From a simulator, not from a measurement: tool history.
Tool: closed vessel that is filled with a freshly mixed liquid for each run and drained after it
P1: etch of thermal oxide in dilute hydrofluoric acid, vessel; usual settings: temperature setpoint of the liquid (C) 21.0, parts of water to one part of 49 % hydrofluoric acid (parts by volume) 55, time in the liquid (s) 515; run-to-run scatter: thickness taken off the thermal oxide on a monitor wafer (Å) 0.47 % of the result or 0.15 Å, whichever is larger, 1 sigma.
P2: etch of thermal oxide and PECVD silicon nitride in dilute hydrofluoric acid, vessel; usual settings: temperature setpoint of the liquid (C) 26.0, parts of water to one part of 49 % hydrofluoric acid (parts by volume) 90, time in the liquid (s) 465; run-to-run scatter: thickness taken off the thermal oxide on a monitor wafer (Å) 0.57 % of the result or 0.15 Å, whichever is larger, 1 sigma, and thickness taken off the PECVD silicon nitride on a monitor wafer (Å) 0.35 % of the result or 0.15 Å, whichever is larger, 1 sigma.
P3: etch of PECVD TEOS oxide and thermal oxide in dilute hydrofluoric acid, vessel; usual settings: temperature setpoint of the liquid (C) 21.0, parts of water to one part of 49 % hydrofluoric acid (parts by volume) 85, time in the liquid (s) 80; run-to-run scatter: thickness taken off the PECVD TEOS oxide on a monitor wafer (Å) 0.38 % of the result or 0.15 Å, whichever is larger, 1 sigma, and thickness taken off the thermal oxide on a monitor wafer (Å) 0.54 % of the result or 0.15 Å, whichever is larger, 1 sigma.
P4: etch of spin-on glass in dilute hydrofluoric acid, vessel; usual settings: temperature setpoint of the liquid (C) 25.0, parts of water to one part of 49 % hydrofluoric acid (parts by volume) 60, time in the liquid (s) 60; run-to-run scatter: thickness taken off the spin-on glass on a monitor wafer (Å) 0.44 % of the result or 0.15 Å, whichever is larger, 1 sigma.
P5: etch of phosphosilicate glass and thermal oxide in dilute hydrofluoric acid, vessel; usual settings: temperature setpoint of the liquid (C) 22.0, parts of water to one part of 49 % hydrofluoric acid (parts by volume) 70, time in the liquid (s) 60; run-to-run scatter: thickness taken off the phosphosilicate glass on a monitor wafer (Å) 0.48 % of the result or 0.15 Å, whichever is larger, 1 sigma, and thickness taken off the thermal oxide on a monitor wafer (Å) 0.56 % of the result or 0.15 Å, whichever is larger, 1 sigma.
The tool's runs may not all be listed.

run   hour  process that ran  temperature setpoint of the liquid (C)  parts of water to one part of 49 % hydrofluoric acid (parts by volume)  time in the liquid (s)  hours since the thermometer was replaced  hours since the hydrofluoric acid flow meter was replaced  thickness taken off the thermal oxide on a monitor wafer (Å)  thickness taken off the PECVD silicon nitride on a monitor wafer (Å)  thickness taken off the spin-on glass on a monitor wafer (Å)  thickness taken off the PECVD TEOS oxide on a monitor wafer (Å)  thickness taken off the phosphosilicate glass on a monitor wafer (Å)
  1    9.9                P1                                    21.0                                                                      55                     515                                     262.0                                                      661.3                                                       391.280
  2   21.7                P1                                    17.0                                                                      55                     515                                     273.8                                                      673.1                                                       329.370
  3   38.0                P2                                    26.0                                                                      90                     895                                     290.1                                                      689.4                                                       494.260                                                               245.750
  4   57.2                P1                                    28.5                                                                     100                     515                                     309.3                                                      708.6                                                       273.110
  5   72.2                P4                                    31.5                                                                      60                      60                                     324.3                                                      723.6                                                                                                                                                                                            761.68
  6   86.3                P1                                    17.0                                                                      30                     515                                     338.4                                                      737.7                                                       620.840
  7  105.7                P1                                    21.0                                                                      95                     515                                     357.8                                                      757.1                                                       217.600
  8  123.4                P1                                    21.0                                                                      55                     515                                     375.5                                                      774.8                                                       391.480
  9  132.4                P2                                    19.5                                                                      90                     465                                     384.5                                                      783.8                                                       198.590                                                                82.022
 10  150.4                P3                                    21.0                                                                     140                      80                                     402.5                                                      801.8                                                        23.477                                                                                                                                                                                               76.509
 11  164.0                P4                                    25.0                                                                      60                     100                                     416.1                                                      815.4                                                                                                                                                                                            987.71
 12  182.2                P1                                    28.0                                                                      55                     515                                     434.3                                                      833.6                                                       518.730
 13  194.1                P3                                    28.0                                                                      85                      80                                     446.2                                                      845.5                                                        53.623                                                                                                                                                                                              176.930
 14  209.0                P1                                    28.5                                                                      20                     515                                     461.1                                                      860.4                                                      1534.200
 15  227.3                P2                                    26.0                                                                      90                     465                                     479.4                                                      878.7                                                       260.170                                                               125.910
 16  238.7                P5                                    26.5                                                                      70                      60                                     490.8                                                      890.1                                                        44.247                                                                                                                                                                                                                                                                    1766.60
 17  254.3                P1                                    21.0                                                                      25                     515                                     506.4                                                      905.7                                                       891.560
 18  271.5                P4                                    25.0                                                                      60                      60                                     523.6                                                      922.9                                                                                                                                                                                            592.21
 19  282.1                P1                                    21.0                                                                      55                     955                                     534.2                                                      933.5                                                       727.400
 20  296.6                P5                                    22.0                                                                      70                      60                                     548.7                                                      948.0                                                        36.963                                                                                                                                                                                                                                                                    1474.40
 21  316.0                P1                                    21.0                                                                      55                     515                                     568.1                                                      967.4                                                       388.010
 22  325.5                P5                                    22.0                                                                      70                      30                                     577.6                                                      976.9                                                        18.464                                                                                                                                                                                                                                                                     743.51
 23  338.9                P5                                    22.0                                                                      20                      60                                     591.0                                                      990.3                                                       139.330                                                                                                                                                                                                                                                                    5551.90
 24  352.0                P1                                    21.0                                                                      55                     515                                     604.1                                                     1003.4                                                       391.600
 25  361.6                P3                                    21.0                                                                      85                      80                                     613.7                                                     1013.0                                                        40.536                                                                                                                                                                                              134.400
 26  372.4                P2                                    26.0                                                                      50                     465                                     624.5                                                     1023.8                                                       487.760                                                               226.190
 27  388.1                P4                                    25.0                                                                      60                      60                                     640.2                                                     1039.5                                                                                                                                                                                            591.78
 28  402.9                P1                                    21.0                                                                      55                     515                                     655.0                                                     1054.3                                                       389.920
 29  416.8                P4                                    25.0                                                                      20                      60                                     668.9                                                     1068.2                                                                                                                                                                                           1874.10
 30  432.8                P1                                    21.0                                                                      55                      30                                     684.9                                                     1084.2                                                        22.406
 31  450.6                P2                                    26.0                                                                      90                     465                                     702.7                                                     1102.0                                                       259.340                                                               126.230
 32  463.3                P3                                    21.0                                                                      85                      30                                     715.4                                                     1114.7                                                        15.079                                                                                                                                                                                               49.378
 33  476.0                P1                                    21.0                                                                      55                     515                                     728.1                                                     1127.4                                                       391.380
 34  486.1                P1                                    21.0                                                                      55                     515                                     738.2                                                     1137.5                                                       392.170
 35  494.6                P1                                    21.0                                                                      55                     515                                     746.7                                                     1146.0                                                       384.610
 36  505.4                P1                                    21.0                                                                      55                     515                                     757.5                                                     1156.8                                                       377.340
 37  520.9                P1                                    21.0                                                                      55                     515                                     773.0                                                     1172.3                                                       367.880
 38  530.3                P1                                    21.0                                                                      55                     515                                     782.4                                                     1181.7                                                       370.190
 39  549.4                P1                                    21.0                                                                      55                     515                                     801.5                                                     1200.8                                                       367.730
 40  561.7                P1                                    21.0                                                                      55                     515                                     813.8                                                     1213.1                                                       365.590
 41  572.8                P1                                    21.0                                                                      55                     515                                     824.9                                                     1224.2                                                       365.850
 42  590.4                P1                                    21.0                                                                      55                     515                                     842.5                                                     1241.8                                                       363.840

What P1 gives has crept away from where it was. These 2 causes fit the log equally well, each at the size given:
A: liquid colder than its thermometer reads (K) = 1.74
B: hydrofluoric acid flow below the setpoint (%) = 6.65
The creep began at about hour 486.1.

4 check runs are offered, one wafer each, their results left as question marks. Which one tells the causes apart?
check 1  608.0                P2                                    26.0                                                                      90                     635                                                                                                                                                                  ?                                                                     ?
check 2  608.0                P5                                    22.0                                                                      20                      35                                                                                                                                                                  ?                                                                                                                                                                                                                                                                          ?
check 3  608.0                P3                                    26.5                                                                      85                      30                                                                                                                                                                  ?                                                                                                                                                                                                    ?
check 4  608.0                P4                                    25.0                                                                      20                      60                                                                                                                                                                                                                                                                                                      ?

What each check would give under each cause:
  check                                                                result     if A     if B
check 1          thickness taken off the thermal oxide on a monitor wafer (Å)  329.170  326.420
check 1  thickness taken off the PECVD silicon nitride on a monitor wafer (Å)  154.290  161.530
check 2          thickness taken off the thermal oxide on a monitor wafer (Å)   74.820   75.164
check 2  thickness taken off the phosphosilicate glass on a monitor wafer (Å)  2985.80  2999.50
check 3          thickness taken off the thermal oxide on a monitor wafer (Å)   17.773   17.628
check 3       thickness taken off the PECVD TEOS oxide on a monitor wafer (Å)   58.308   57.832
check 4          thickness taken off the spin-on glass on a monitor wafer (Å)  1735.20  1740.10
How far apart the two closest causes lie, in the result that separates them most: check 1 4.59 %; check 2 0.46 %; check 3 0.82 %; check 4 0.28 %
Check 1 tells the causes apart: in the others they would give nearly the same result.

Then check 1 was run and gave: thickness taken off the thermal oxide on a monitor wafer (Å) 328.480; thickness taken off the PECVD silicon nitride on a monitor wafer (Å) 161.670. Which cause is it?

It is B: hydrofluoric acid flow below the setpoint (%).
